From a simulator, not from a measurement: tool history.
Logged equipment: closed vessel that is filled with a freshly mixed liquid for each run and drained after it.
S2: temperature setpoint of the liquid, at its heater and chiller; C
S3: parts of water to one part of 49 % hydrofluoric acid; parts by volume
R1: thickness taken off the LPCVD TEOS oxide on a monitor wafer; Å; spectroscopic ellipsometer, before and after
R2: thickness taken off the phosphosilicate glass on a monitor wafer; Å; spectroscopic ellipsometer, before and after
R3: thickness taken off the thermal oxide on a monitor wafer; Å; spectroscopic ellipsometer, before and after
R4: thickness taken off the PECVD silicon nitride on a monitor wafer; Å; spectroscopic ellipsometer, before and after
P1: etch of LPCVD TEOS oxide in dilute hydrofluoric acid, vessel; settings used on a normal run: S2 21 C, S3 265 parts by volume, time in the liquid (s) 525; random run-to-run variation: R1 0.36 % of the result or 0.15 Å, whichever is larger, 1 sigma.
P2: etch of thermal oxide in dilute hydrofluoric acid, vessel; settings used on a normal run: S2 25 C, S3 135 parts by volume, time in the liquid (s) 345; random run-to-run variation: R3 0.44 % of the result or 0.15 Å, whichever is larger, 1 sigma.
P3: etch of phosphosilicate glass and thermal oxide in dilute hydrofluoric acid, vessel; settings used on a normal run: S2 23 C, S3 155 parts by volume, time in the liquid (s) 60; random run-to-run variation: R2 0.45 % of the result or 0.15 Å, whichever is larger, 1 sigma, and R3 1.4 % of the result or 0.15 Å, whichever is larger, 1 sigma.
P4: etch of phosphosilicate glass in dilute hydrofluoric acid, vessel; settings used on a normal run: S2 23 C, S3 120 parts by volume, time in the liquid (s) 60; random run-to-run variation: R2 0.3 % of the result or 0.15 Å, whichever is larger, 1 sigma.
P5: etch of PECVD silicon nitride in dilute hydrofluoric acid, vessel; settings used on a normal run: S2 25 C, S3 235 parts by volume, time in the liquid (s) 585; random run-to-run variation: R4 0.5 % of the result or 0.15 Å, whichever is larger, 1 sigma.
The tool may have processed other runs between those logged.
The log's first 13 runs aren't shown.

{"run": 14, "hour": 153.4, "process that ran": "P4", "S2": 23, "S3": 120, "time in the liquid (s)": 60, "R2": 893.81}
{"run": 15, "hour": 161.7, "process that ran": "P1", "S2": 21, "S3": 265, "time in the liquid (s)": 525, "R1": 254.88}
{"run": 16, "hour": 169.6, "process that ran": "P4", "S2": 23, "S3": 120, "time in the liquid (s)": 95, "R2": 1410.3}
{"run": 17, "hour": 184.5, "process that ran": "P1", "S2": 17, "S3": 265, "time in the liquid (s)": 525, "R1": 218.87}
{"run": 18, "hour": 196.5, "process that ran": "P5", "S2": 25, "S3": 235, "time in the liquid (s)": 585, "R4": 151.34}
{"run": 19, "hour": 210.7, "process that ran": "P3", "S2": 23, "S3": 155, "time in the liquid (s)": 30, "R2": 222.1, "R3": 7.9718}
{"run": 20, "hour": 222.1, "process that ran": "P3", "S2": 23, "S3": 155, "time in the liquid (s)": 60, "R2": 444.17, "R3": 15.447}
{"run": 21, "hour": 236.2, "process that ran": "P2", "S2": 25, "S3": 135, "time in the liquid (s)": 345, "R3": 121.41}
{"run": 22, "hour": 245.7, "process that ran": "P5", "S2": 25, "S3": 235, "time in the liquid (s)": 185, "R4": 47.561}

Run 23 comes next. What will it give?
{"run": 23, "hour": 259.9, "process that ran": "P2", "S2": 25, "S3": 190, "time in the liquid (s)": 345, "R3": "?"}

{"run 23": {"R3": 80.155}}
